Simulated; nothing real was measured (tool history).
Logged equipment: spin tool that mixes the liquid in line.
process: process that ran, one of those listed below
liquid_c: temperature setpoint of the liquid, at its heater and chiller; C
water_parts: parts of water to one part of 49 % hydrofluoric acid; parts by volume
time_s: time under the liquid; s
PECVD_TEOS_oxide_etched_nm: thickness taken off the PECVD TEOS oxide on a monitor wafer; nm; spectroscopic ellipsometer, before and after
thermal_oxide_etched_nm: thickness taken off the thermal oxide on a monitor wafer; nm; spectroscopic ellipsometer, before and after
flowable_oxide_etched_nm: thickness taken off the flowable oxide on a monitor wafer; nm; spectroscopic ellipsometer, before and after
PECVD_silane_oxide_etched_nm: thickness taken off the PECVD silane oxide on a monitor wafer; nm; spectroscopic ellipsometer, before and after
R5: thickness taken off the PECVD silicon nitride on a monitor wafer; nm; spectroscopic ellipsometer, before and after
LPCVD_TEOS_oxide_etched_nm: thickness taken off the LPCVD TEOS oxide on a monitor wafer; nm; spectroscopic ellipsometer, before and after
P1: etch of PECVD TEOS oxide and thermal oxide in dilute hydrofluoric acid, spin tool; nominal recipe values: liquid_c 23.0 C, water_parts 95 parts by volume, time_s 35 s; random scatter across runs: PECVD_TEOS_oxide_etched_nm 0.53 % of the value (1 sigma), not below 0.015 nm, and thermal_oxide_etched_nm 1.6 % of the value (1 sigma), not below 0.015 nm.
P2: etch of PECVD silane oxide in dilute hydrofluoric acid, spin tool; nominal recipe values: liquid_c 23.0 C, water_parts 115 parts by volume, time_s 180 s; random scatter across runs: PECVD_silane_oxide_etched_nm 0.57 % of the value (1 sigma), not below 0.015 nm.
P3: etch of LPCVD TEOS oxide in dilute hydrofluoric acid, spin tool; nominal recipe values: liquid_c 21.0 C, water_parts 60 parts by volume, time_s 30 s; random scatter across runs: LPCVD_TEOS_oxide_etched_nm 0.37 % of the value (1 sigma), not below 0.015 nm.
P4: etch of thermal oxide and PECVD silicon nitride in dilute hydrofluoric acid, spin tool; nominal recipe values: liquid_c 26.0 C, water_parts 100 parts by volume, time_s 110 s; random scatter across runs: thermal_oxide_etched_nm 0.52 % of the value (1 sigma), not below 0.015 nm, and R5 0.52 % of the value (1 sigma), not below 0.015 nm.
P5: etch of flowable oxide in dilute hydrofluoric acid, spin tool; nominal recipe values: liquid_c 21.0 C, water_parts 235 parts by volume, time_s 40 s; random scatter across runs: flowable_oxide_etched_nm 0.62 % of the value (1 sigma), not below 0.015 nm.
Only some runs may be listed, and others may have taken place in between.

run 1 hour=6.3 | process=P1 liquid_c=23.0 water_parts=95 time_s=35 | PECVD_TEOS_oxide_etched_nm=4.1083 thermal_oxide_etched_nm=1.62790
run 2 hour=12.1 | process=P1 liquid_c=29.0 water_parts=140 time_s=35 | PECVD_TEOS_oxide_etched_nm=3.3144 thermal_oxide_etched_nm=1.32530
run 3 hour=16.5 | process=P5 liquid_c=21.0 water_parts=340 time_s=40 | flowable_oxide_etched_nm=2.7789
run 4 hour=23.2 | process=P1 liquid_c=31.0 water_parts=25 time_s=35 | PECVD_TEOS_oxide_etched_nm=23.7290 thermal_oxide_etched_nm=9.53700
run 5 hour=31.4 | process=P1 liquid_c=23.0 water_parts=95 time_s=35 | PECVD_TEOS_oxide_etched_nm=4.1528 thermal_oxide_etched_nm=1.69340
run 6 hour=38.2 | process=P2 liquid_c=17.0 water_parts=115 time_s=180 | PECVD_silane_oxide_etched_nm=28.9080
run 7 hour=46.8 | process=P5 liquid_c=25.0 water_parts=235 time_s=40 | flowable_oxide_etched_nm=5.1182
run 8 hour=55.4 | process=P1 liquid_c=23.0 water_parts=95 time_s=15 | PECVD_TEOS_oxide_etched_nm=1.7537 thermal_oxide_etched_nm=0.70369
run 9 hour=60.3 | process=P1 liquid_c=27.5 water_parts=95 time_s=35 | PECVD_TEOS_oxide_etched_nm=4.9180 thermal_oxide_etched_nm=1.99220
run 10 hour=64.7 | process=P5 liquid_c=21.0 water_parts=235 time_s=40 | flowable_oxide_etched_nm=4.4134
-- hour=66.5 hydrofluoric acid flow meter replaced
run 11 hour=69.0 | process=P1 liquid_c=23.0 water_parts=95 time_s=35 | PECVD_TEOS_oxide_etched_nm=4.0779 thermal_oxide_etched_nm=1.72760
run 12 hour=74.8 | process=P1 liquid_c=23.0 water_parts=95 time_s=35 | PECVD_TEOS_oxide_etched_nm=4.1626 thermal_oxide_etched_nm=1.58930
run 13 hour=80.7 | process=P1 liquid_c=23.0 water_parts=95 time_s=35 | PECVD_TEOS_oxide_etched_nm=4.0829 thermal_oxide_etched_nm=1.66900
run 14 hour=86.1 | process=P4 liquid_c=26.0 water_parts=100 time_s=110 | thermal_oxide_etched_nm=5.48690 R5=6.62320
run 15 hour=91.8 | process=P2 liquid_c=23.0 water_parts=115 time_s=35 | PECVD_silane_oxide_etched_nm=7.1603
run 16 hour=99.0 | process=P5 liquid_c=21.0 water_parts=235 time_s=15 | flowable_oxide_etched_nm=1.6289
run 17 hour=106.1 | process=P3 liquid_c=21.0 water_parts=20 time_s=30 | LPCVD_TEOS_oxide_etched_nm=25.9340
run 18 hour=114.5 | process=P4 liquid_c=26.0 water_parts=100 time_s=15 | thermal_oxide_etched_nm=0.75034 R5=0.90173
run 19 hour=123.1 | process=P2 liquid_c=23.0 water_parts=65 time_s=180 | PECVD_silane_oxide_etched_nm=69.7870
run 20 hour=130.6 | process=P1 liquid_c=23.0 water_parts=140 time_s=35 | PECVD_TEOS_oxide_etched_nm=2.6578 thermal_oxide_etched_nm=1.06500
run 21 hour=134.5 | process=P1 liquid_c=23.0 water_parts=95 time_s=55 | PECVD_TEOS_oxide_etched_nm=6.4103 thermal_oxide_etched_nm=2.59290
run 22 hour=141.7 | process=P4 liquid_c=32.0 water_parts=100 time_s=110 | thermal_oxide_etched_nm=6.89470 R5=9.73720
run 23 hour=148.4 | process=P2 liquid_c=23.0 water_parts=115 time_s=180 | PECVD_silane_oxide_etched_nm=36.3770
run 24 hour=154.9 | process=P3 liquid_c=21.0 water_parts=60 time_s=30 | LPCVD_TEOS_oxide_etched_nm=8.2074
run 25 hour=161.4 | process=P4 liquid_c=26.0 water_parts=180 time_s=110 | thermal_oxide_etched_nm=2.77130 R5=3.66390

What will run 26 give?
run 26 hour=165.9 | process=P1 liquid_c=23.0 water_parts=55 time_s=35 | PECVD_TEOS_oxide_etched_nm=? thermal_oxide_etched_nm=?

{"run 26": {"PECVD_TEOS_oxide_etched_nm": 7.4744, "thermal_oxide_etched_nm": 3.0451}}
